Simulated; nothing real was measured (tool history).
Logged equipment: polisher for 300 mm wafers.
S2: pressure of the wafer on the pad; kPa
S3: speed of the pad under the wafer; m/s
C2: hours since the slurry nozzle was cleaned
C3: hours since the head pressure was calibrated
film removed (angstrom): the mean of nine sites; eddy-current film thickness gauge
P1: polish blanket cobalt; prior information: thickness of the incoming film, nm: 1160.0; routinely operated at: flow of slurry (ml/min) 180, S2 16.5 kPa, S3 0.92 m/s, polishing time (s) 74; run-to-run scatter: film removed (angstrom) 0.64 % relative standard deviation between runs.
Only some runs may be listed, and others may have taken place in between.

run 1 day=0.642 | flow_of_slurry_(ml/min)=180 S2=16.5 S3=0.92 polishing_time_(s)=74 | wafers_polished_on_this_pad=289 C2=148.7 C3=525.2 | film_removed_(angstrom)=4378.5
run 2 day=1.054 | flow_of_slurry_(ml/min)=180 S2=16.5 S3=0.92 polishing_time_(s)=74 | wafers_polished_on_this_pad=407 C2=158.6 C3=535.1 | film_removed_(angstrom)=4308.7
run 3 day=1.412 | flow_of_slurry_(ml/min)=180 S2=16.5 S3=0.92 polishing_time_(s)=74 | wafers_polished_on_this_pad=510 C2=167.2 C3=543.7 | film_removed_(angstrom)=4351.2
run 4 day=1.846 | flow_of_slurry_(ml/min)=180 S2=16.5 S3=1.4 polishing_time_(s)=74 | wafers_polished_on_this_pad=635 C2=177.6 C3=554.1 | film_removed_(angstrom)=6559.8
run 5 day=2.462 | flow_of_slurry_(ml/min)=180 S2=16.5 S3=0.92 polishing_time_(s)=106 | wafers_polished_on_this_pad=812 C2=192.4 C3=568.9 | film_removed_(angstrom)=6113.8
run 6 day=2.917 | flow_of_slurry_(ml/min)=180 S2=16.5 S3=0.92 polishing_time_(s)=38 | wafers_polished_on_this_pad=943 C2=203.3 C3=579.8 | film_removed_(angstrom)=2219.2
run 7 day=3.238 | flow_of_slurry_(ml/min)=180 S2=10.3 S3=0.92 polishing_time_(s)=74 | wafers_polished_on_this_pad=1035 C2=211 C3=587.5 | film_removed_(angstrom)=2688.8
run 8 day=3.721 | flow_of_slurry_(ml/min)=180 S2=16.5 S3=0.5 polishing_time_(s)=74 | wafers_polished_on_this_pad=1174 C2=222.6 C3=599.1 | film_removed_(angstrom)=2358
run 9 day=4.371 | flow_of_slurry_(ml/min)=235 S2=16.5 S3=0.92 polishing_time_(s)=74 | wafers_polished_on_this_pad=1361 C2=238.2 C3=614.7 | film_removed_(angstrom)=4438.9
run 10 day=5.004 | flow_of_slurry_(ml/min)=180 S2=23.4 S3=1.36 polishing_time_(s)=74 | wafers_polished_on_this_pad=1544 C2=253.4 C3=629.9 | film_removed_(angstrom)=9041.1
run 11 day=5.362 | flow_of_slurry_(ml/min)=180 S2=12.4 S3=0.64 polishing_time_(s)=74 | wafers_polished_on_this_pad=1647 C2=262 C3=638.5 | film_removed_(angstrom)=2246.5
run 12 day=6.012 | flow_of_slurry_(ml/min)=180 S2=16.5 S3=0.92 polishing_time_(s)=74 | wafers_polished_on_this_pad=1834 C2=277.6 C3=654.1 | film_removed_(angstrom)=4292.4
run 13 day=6.325 | flow_of_slurry_(ml/min)=180 S2=24.8 S3=0.92 polishing_time_(s)=74 | wafers_polished_on_this_pad=1924 C2=285.1 C3=661.6 | film_removed_(angstrom)=6411.7
-- day=6.608 worn pad replaced by a new one
run 14 day=6.858 | flow_of_slurry_(ml/min)=110 S2=16.5 S3=0.92 polishing_time_(s)=74 | wafers_polished_on_this_pad=72 C2=297.9 C3=674.4 | film_removed_(angstrom)=3911.1
run 15 day=7.55 | flow_of_slurry_(ml/min)=180 S2=16.5 S3=0.92 polishing_time_(s)=74 | wafers_polished_on_this_pad=271 C2=314.5 C3=691 | film_removed_(angstrom)=4345.5
run 16 day=7.925 | flow_of_slurry_(ml/min)=180 S2=16.5 S3=0.92 polishing_time_(s)=74 | wafers_polished_on_this_pad=379 C2=323.5 C3=700 | film_removed_(angstrom)=4336.1
run 17 day=8.467 | flow_of_slurry_(ml/min)=180 S2=16.5 S3=0.92 polishing_time_(s)=74 | wafers_polished_on_this_pad=535 C2=336.5 C3=713 | film_removed_(angstrom)=4325.3
run 18 day=8.875 | flow_of_slurry_(ml/min)=180 S2=16.5 S3=0.92 polishing_time_(s)=74 | wafers_polished_on_this_pad=652 C2=346.3 C3=722.8 | film_removed_(angstrom)=4247.5
run 19 day=9.292 | flow_of_slurry_(ml/min)=180 S2=16.5 S3=0.92 polishing_time_(s)=74 | wafers_polished_on_this_pad=772 C2=356.3 C3=732.8 | film_removed_(angstrom)=4224.1
run 20 day=9.825 | flow_of_slurry_(ml/min)=180 S2=16.5 S3=0.92 polishing_time_(s)=74 | wafers_polished_on_this_pad=926 C2=369.1 C3=745.6 | film_removed_(angstrom)=4147.6
run 21 day=10.342 | flow_of_slurry_(ml/min)=180 S2=16.5 S3=0.92 polishing_time_(s)=74 | wafers_polished_on_this_pad=1074 C2=381.5 C3=758 | film_removed_(angstrom)=4158.1
-- day=10.562 worn pad replaced by a new one
run 22 day=10.729 | flow_of_slurry_(ml/min)=180 S2=16.5 S3=0.92 polishing_time_(s)=74 | wafers_polished_on_this_pad=48 C2=390.8 C3=767.3 | film_removed_(angstrom)=4146.3
run 23 day=11.308 | flow_of_slurry_(ml/min)=180 S2=16.5 S3=0.92 polishing_time_(s)=74 | wafers_polished_on_this_pad=214 C2=404.7 C3=781.2 | film_removed_(angstrom)=4115.9
run 24 day=11.667 | flow_of_slurry_(ml/min)=180 S2=16.5 S3=0.92 polishing_time_(s)=74 | wafers_polished_on_this_pad=317 C2=413.3 C3=789.8 | film_removed_(angstrom)=4094.7
run 25 day=12.317 | flow_of_slurry_(ml/min)=180 S2=16.5 S3=0.92 polishing_time_(s)=74 | wafers_polished_on_this_pad=504 C2=428.9 C3=805.4 | film_removed_(angstrom)=4092.9
run 26 day=12.917 | flow_of_slurry_(ml/min)=180 S2=16.5 S3=0.92 polishing_time_(s)=74 | wafers_polished_on_this_pad=677 C2=443.3 C3=819.8 | film_removed_(angstrom)=4117.5
run 27 day=13.558 | flow_of_slurry_(ml/min)=180 S2=16.5 S3=0.92 polishing_time_(s)=74 | wafers_polished_on_this_pad=862 C2=458.7 C3=835.2 | film_removed_(angstrom)=4100.4

The output of P1 has drifted from where it used to be. Each of the 2 causes below, taken at the size shown beside it, accounts for the log equally well:
A: slurry flow missing at the pad, % = 27.1
B: head's pressure below its setpoint, % = 5.21
At approximately day 8.467, the process output began to creep.
Ruled out, with reasons:
removal rate lost through wear of the pad, %: was serviced at day 10.562, once the creep was under way, yet the earlier output never came back

Which of the check runs below tells the causes apart, meaning the causes would give it clearly different results? Each run uses 5 wafers whose results are averaged, and each result is shown as a question mark.
run check 1 day=14.2 | flow_of_slurry_(ml/min)=180 S2=16.5 S3=0.92 polishing_time_(s)=98 | film_removed_(angstrom)=?
run check 2 day=14.2 | flow_of_slurry_(ml/min)=180 S2=22.1 S3=0.74 polishing_time_(s)=74 | film_removed_(angstrom)=?
run check 3 day=14.2 | flow_of_slurry_(ml/min)=180 S2=16.5 S3=0.7 polishing_time_(s)=74 | film_removed_(angstrom)=?
run check 4 day=14.2 | flow_of_slurry_(ml/min)=120 S2=16.5 S3=0.92 polishing_time_(s)=74 | film_removed_(angstrom)=?

What every check run would give for each of its results, assuming each possible cause in turn:
check=check_1 result=film_removed_(angstrom) if_A=5432.7 if_B=5432.4
check=check_2 result=film_removed_(angstrom) if_A=4399.5 if_B=4399.3
check=check_3 result=film_removed_(angstrom) if_A=3121.3 if_B=3121.1
check=check_4 result=film_removed_(angstrom) if_A=3729.2 if_B=3818.6
Per-check spread between the two closest causes, in the result where they differ most: check 1 0 %; check 2 0 %; check 3 0 %; check 4 2.37 %
Check 4 tells the causes apart: in the others they would give nearly the same result.

With check 4 done, the readings were: film removed (angstrom) 3804.1. Identify which of the listed causes applies.

Of the candidate causes, it is B: head's pressure below its setpoint, %.

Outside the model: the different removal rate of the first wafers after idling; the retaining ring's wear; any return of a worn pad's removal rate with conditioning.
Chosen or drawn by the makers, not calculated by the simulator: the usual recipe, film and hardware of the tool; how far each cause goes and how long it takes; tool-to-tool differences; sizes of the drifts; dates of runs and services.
